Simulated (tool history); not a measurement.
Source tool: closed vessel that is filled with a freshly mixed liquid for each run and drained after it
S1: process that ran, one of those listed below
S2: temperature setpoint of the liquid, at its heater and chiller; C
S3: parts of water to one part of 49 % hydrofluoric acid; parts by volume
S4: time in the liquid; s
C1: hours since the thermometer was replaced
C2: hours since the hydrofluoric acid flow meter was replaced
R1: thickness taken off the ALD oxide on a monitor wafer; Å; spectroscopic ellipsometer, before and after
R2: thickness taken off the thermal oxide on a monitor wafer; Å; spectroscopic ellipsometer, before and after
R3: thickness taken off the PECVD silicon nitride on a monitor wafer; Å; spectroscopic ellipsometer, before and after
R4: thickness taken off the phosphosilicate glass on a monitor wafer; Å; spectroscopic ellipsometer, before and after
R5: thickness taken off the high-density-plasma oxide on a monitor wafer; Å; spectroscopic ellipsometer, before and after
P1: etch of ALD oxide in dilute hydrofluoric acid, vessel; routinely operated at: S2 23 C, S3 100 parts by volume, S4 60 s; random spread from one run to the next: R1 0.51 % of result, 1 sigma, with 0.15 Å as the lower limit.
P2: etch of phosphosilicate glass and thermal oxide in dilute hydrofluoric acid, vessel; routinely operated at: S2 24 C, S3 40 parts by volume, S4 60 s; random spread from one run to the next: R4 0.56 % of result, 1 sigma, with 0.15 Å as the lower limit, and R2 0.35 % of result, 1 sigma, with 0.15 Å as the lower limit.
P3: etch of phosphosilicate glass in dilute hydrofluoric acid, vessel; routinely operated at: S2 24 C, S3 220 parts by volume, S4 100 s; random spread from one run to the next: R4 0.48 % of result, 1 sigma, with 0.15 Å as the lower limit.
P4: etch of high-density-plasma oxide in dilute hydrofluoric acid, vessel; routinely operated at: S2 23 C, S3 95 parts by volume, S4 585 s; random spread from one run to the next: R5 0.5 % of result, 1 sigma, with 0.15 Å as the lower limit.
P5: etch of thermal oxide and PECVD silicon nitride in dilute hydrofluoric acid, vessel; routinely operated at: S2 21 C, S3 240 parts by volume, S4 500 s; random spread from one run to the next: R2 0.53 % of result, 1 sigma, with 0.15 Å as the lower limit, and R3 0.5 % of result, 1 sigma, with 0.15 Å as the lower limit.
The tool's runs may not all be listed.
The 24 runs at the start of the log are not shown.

run 25 hour=132 | S1=P4 S2=23 S3=155 S4=585 | C1=1868.1 C2=766.7 | R5=174.07
run 26 hour=135.4 | S1=P1 S2=30.5 S3=100 S4=30 | C1=1871.5 C2=770.1 | R1=80.955
run 27 hour=138.7 | S1=P3 S2=28 S3=220 S4=100 | C1=1874.8 C2=773.4 | R4=478.7
run 28 hour=144.9 | S1=P1 S2=17 S3=100 S4=60 | C1=1881 C2=779.6 | R1=94.904
run 29 hour=150.8 | S1=P4 S2=27 S3=95 S4=585 | C1=1886.9 C2=785.5 | R5=356.92
run 30 hour=157.5 | S1=P1 S2=23 S3=100 S4=60 | C1=1893.6 C2=792.2 | R1=120.72
run 31 hour=161.1 | S1=P5 S2=21 S3=240 S4=805 | C1=1897.2 C2=795.8 | R2=130.89 R3=154.91
run 32 hour=164.9 | S1=P1 S2=28 S3=100 S4=60 | C1=1901 C2=799.6 | R1=147.01
run 33 hour=170 | S1=P1 S2=23 S3=100 S4=60 | C1=1906.1 C2=804.7 | R1=120.45
run 34 hour=173.1 | S1=P1 S2=23 S3=100 S4=60 | C1=1909.2 C2=807.8 | R1=117.2

Estimate the outcome of run 35 from the log above:
run 35 hour=177.5 | S1=P1 S2=23 S3=100 S4=60 | C1=1913.6 C2=812.2 | R1=?

R1: 115.69 Å

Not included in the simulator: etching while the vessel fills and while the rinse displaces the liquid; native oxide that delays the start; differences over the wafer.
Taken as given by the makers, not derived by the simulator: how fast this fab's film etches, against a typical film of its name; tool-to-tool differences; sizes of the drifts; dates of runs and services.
